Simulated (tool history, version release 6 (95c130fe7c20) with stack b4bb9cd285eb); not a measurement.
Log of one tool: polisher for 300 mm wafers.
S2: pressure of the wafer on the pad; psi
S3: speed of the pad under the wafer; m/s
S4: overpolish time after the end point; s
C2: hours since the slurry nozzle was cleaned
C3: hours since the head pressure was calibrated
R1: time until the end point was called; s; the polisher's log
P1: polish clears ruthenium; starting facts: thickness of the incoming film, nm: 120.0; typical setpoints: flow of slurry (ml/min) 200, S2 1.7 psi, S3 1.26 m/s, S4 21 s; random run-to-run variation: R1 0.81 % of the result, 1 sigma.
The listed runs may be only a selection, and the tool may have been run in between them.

{"run": 1, "hour": 10.9, "flow of slurry (ml/min)": 200, "S2": 1.7, "S3": 1.26, "S4": 21, "wafers polished on this pad": 449, "C2": 515.5, "C3": 892.9, "R1": 119.8}
{"run": 2, "hour": 22.1, "flow of slurry (ml/min)": 200, "S2": 1.7, "S3": 1.26, "S4": 21, "wafers polished on this pad": 545, "C2": 526.7, "C3": 904.1, "R1": 121.45}
{"run": 3, "hour": 30.7, "flow of slurry (ml/min)": 200, "S2": 1.7, "S3": 1.26, "S4": 21, "wafers polished on this pad": 618, "C2": 535.3, "C3": 912.7, "R1": 121.05}
{"run": 4, "hour": 41.8, "flow of slurry (ml/min)": 200, "S2": 1.7, "S3": 0.68, "S4": 21, "wafers polished on this pad": 713, "C2": 546.4, "C3": 923.8, "R1": 220.48}
{"run": 5, "hour": 52.9, "flow of slurry (ml/min)": 200, "S2": 1.7, "S3": 1.26, "S4": 21, "wafers polished on this pad": 808, "C2": 557.5, "C3": 934.9, "R1": 121.1}
{"run": 6, "hour": 62.4, "flow of slurry (ml/min)": 200, "S2": 1.2, "S3": 1.26, "S4": 21, "wafers polished on this pad": 889, "C2": 567.0, "C3": 944.4, "R1": 170.93}
{"run": 7, "hour": 72.1, "flow of slurry (ml/min)": 200, "S2": 2.6, "S3": 1.26, "S4": 21, "wafers polished on this pad": 972, "C2": 576.7, "C3": 954.1, "R1": 79.032}
{"run": 8, "hour": 83.5, "flow of slurry (ml/min)": 200, "S2": 1.7, "S3": 1.26, "S4": 21, "wafers polished on this pad": 1069, "C2": 588.1, "C3": 965.5, "R1": 121.25}
{"run": 9, "hour": 89.6, "flow of slurry (ml/min)": 200, "S2": 0.9, "S3": 0.94, "S4": 21, "wafers polished on this pad": 1121, "C2": 594.2, "C3": 971.6, "R1": 303.48}
{"run": 10, "hour": 94.8, "flow of slurry (ml/min)": 200, "S2": 1.7, "S3": 1.26, "S4": 31, "wafers polished on this pad": 1165, "C2": 599.4, "C3": 976.8, "R1": 120.22}
{"run": 11, "hour": 106.2, "flow of slurry (ml/min)": 200, "S2": 1.7, "S3": 1.26, "S4": 21, "wafers polished on this pad": 1263, "C2": 610.8, "C3": 988.2, "R1": 121.64}
{"run": 12, "hour": 113.0, "flow of slurry (ml/min)": 270, "S2": 1.7, "S3": 1.26, "S4": 21, "wafers polished on this pad": 1321, "C2": 617.6, "C3": 995.0, "R1": 115.81}
{"run": 13, "hour": 122.5, "flow of slurry (ml/min)": 200, "S2": 2.3, "S3": 0.58, "S4": 21, "wafers polished on this pad": 1402, "C2": 627.1, "C3": 1004.5, "R1": 192.85}
{"run": 14, "hour": 130.7, "flow of slurry (ml/min)": 200, "S2": 1.7, "S3": 1.26, "S4": 6, "wafers polished on this pad": 1472, "C2": 635.3, "C3": 1012.7, "R1": 121.03}
{"run": 15, "hour": 140.6, "flow of slurry (ml/min)": 200, "S2": 1.7, "S3": 1.66, "S4": 21, "wafers polished on this pad": 1556, "C2": 645.2, "C3": 1022.6, "R1": 91.428}
{"hour": 141.8, "done": "head pressure recalibrated"}
{"run": 16, "hour": 151.6, "flow of slurry (ml/min)": 295, "S2": 1.7, "S3": 1.26, "S4": 6, "wafers polished on this pad": 1650, "C2": 656.2, "C3": 9.9, "R1": 114.96}

Predict the results of run 17:
{"run": 17, "hour": 157.4, "flow of slurry (ml/min)": 120, "S2": 1.7, "S3": 1.26, "S4": 21, "wafers polished on this pad": 1699, "C2": 662.0, "C3": 15.7, "R1": "?"}

{"run 17": {"R1": 133.34}}
